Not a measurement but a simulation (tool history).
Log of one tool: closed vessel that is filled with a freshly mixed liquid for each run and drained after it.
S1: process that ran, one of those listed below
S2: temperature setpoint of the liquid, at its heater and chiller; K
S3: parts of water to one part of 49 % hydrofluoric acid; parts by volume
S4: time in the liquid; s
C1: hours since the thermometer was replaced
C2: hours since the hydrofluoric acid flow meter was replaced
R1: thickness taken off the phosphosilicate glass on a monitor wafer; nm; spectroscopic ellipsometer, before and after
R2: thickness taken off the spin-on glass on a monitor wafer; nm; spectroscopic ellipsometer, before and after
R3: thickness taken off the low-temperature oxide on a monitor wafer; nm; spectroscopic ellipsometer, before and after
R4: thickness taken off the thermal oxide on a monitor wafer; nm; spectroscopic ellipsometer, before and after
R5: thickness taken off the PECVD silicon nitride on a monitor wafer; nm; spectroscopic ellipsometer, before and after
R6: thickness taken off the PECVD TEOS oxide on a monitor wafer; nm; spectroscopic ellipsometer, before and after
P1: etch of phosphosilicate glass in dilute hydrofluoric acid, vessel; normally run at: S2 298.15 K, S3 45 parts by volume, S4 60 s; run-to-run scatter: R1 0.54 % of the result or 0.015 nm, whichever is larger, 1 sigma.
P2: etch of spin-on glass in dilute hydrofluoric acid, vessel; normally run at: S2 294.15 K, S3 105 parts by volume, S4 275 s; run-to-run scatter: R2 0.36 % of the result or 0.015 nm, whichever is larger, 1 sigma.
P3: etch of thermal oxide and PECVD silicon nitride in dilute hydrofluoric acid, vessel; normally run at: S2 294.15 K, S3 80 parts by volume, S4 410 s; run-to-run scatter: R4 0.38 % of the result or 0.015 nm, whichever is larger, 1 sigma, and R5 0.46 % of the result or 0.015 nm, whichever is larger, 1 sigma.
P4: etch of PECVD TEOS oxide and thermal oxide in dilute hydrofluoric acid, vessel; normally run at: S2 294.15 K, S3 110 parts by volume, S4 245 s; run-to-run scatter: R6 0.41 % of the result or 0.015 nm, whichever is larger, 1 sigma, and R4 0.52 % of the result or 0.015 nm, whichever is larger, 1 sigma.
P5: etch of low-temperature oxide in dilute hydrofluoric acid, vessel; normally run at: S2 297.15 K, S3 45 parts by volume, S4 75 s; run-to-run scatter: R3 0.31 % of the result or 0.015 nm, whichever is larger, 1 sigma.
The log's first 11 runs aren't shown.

Run 12, hour 71.9: S1 P1, S2 290.15 K, S3 45 parts by volume, S4 60 s; C1 1178; C2 932.6. Result: R1 66.219 nm.
Run 13, hour 76.6: S1 P1, S2 298.15 K, S3 45 parts by volume, S4 60 s; C1 1182.7; C2 937.3. Result: R1 92.541 nm.
Run 14, hour 84.1: S1 P3, S2 294.15 K, S3 115 parts by volume, S4 410 s; C1 1190.2; C2 944.8. Result: R4 13.679 nm, R5 16.144 nm.
Run 15, hour 91.5: S1 P1, S2 298.15 K, S3 80 parts by volume, S4 60 s; C1 1197.6; C2 952.2. Result: R1 49.282 nm.
Run 16, hour 99.3: S1 P1, S2 298.15 K, S3 45 parts by volume, S4 60 s; C1 1205.4; C2 960. Result: R1 92.991 nm.
Run 17, hour 103: S1 P3, S2 294.15 K, S3 80 parts by volume, S4 410 s; C1 1209.1; C2 963.7. Result: R4 20.576 nm, R5 22.931 nm.
Run 18, hour 110.7: S1 P4, S2 294.15 K, S3 110 parts by volume, S4 30 s; C1 1216.8; C2 971.4. Result: R4 1.1759 nm, R6 3.0838 nm.
Run 19, hour 116.1: S1 P1, S2 298.15 K, S3 65 parts by volume, S4 30 s; C1 1222.2; C2 976.8. Result: R1 31.494 nm.
Run 20, hour 119.8: S1 P1, S2 298.15 K, S3 45 parts by volume, S4 60 s; C1 1225.9; C2 980.5. Result: R1 91.488 nm.
Run 21, hour 125.6: S1 P4, S2 294.15 K, S3 155 parts by volume, S4 245 s; C1 1231.7; C2 986.3. Result: R4 6.5617 nm, R6 17.01 nm.

The next listed run, before its measurement:
Run 22, hour 129.8: S1 P5, S2 297.15 K, S3 45 parts by volume, S4 75 s; C1 1235.9; C2 990.5. Result: R3 ?.

R3: 20.976 nm
